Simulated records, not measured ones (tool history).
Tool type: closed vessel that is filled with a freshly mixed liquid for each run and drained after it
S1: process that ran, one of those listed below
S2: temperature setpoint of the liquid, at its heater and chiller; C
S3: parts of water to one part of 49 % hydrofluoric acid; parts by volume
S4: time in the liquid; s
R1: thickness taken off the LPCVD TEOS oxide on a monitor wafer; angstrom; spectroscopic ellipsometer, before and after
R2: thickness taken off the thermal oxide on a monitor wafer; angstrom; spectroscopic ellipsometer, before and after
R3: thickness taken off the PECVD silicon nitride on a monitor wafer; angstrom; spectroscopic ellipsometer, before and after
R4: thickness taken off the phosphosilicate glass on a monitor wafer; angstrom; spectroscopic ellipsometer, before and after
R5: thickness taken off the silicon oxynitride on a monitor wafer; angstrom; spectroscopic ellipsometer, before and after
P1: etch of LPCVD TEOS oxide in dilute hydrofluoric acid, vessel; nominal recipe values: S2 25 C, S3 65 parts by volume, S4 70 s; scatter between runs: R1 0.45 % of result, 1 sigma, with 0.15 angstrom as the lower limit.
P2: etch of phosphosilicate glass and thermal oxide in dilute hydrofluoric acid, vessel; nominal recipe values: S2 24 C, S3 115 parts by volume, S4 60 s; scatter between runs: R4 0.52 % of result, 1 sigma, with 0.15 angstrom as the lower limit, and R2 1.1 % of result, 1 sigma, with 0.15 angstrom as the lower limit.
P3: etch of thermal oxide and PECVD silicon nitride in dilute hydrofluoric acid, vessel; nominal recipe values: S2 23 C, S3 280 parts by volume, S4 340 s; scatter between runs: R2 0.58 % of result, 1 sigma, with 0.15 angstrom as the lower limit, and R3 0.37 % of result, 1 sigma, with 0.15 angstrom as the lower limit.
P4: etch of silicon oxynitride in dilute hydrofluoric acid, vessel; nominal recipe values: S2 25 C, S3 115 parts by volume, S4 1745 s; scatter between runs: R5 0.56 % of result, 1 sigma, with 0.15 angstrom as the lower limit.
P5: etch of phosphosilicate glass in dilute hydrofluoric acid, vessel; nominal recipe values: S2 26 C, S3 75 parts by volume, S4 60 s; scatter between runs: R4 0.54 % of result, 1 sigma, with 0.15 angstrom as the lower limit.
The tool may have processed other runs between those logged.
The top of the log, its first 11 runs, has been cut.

run     day  S1  S2   S3    S4      R1      R2      R3      R4      R5
 12   6.883  P4  25   65  1745                                  637.78
 13   7.296  P1  18   65    70  407.53
 14   7.825  P1  25   65    70  544.82
 15   8.208  P5  26   75    60                          1788.4
 16   8.825  P1  25  100   130  627.91
 17   9.242  P5  26   75    60                          1777.6
 18  10.008  P2  24  115    60          24.848            1003
 19  10.454  P1  25   65    70  546.44
 20   10.85  P5  26   40    60                          3490.7
 21  11.508  P3  23  280    30          4.1042  5.2257
 22  12.133  P1  33   65    70  750.42
     12.229  -- hydrofluoric acid flow meter replaced
 23  12.788  P2  24  115    30          12.404          500.25
 24  13.488  P4  25  115    45                                   8.812
 25  14.088  P3  23  280   340          45.989  60.673
 26  14.688  P3  23  410   340          27.954  41.634
 27  15.096  P1  25   65    30  233.72
 28  15.525  P2  29  115    60          30.593          1224.8
 29  16.246  P5  26   75    90                          2657.6
 30  16.858  P2  24   55    60          55.561          2277.8
 31  17.338  P1  25   65    70  545.43
 32  18.038  P1  25   25    70  1504.1
 33  18.538  P2  24  115    60          25.059          1010.2

Expected results for the next run?
 34  19.017  P1  25  65  70   ?

Run 34 came out at R1 548.5 angstrom.
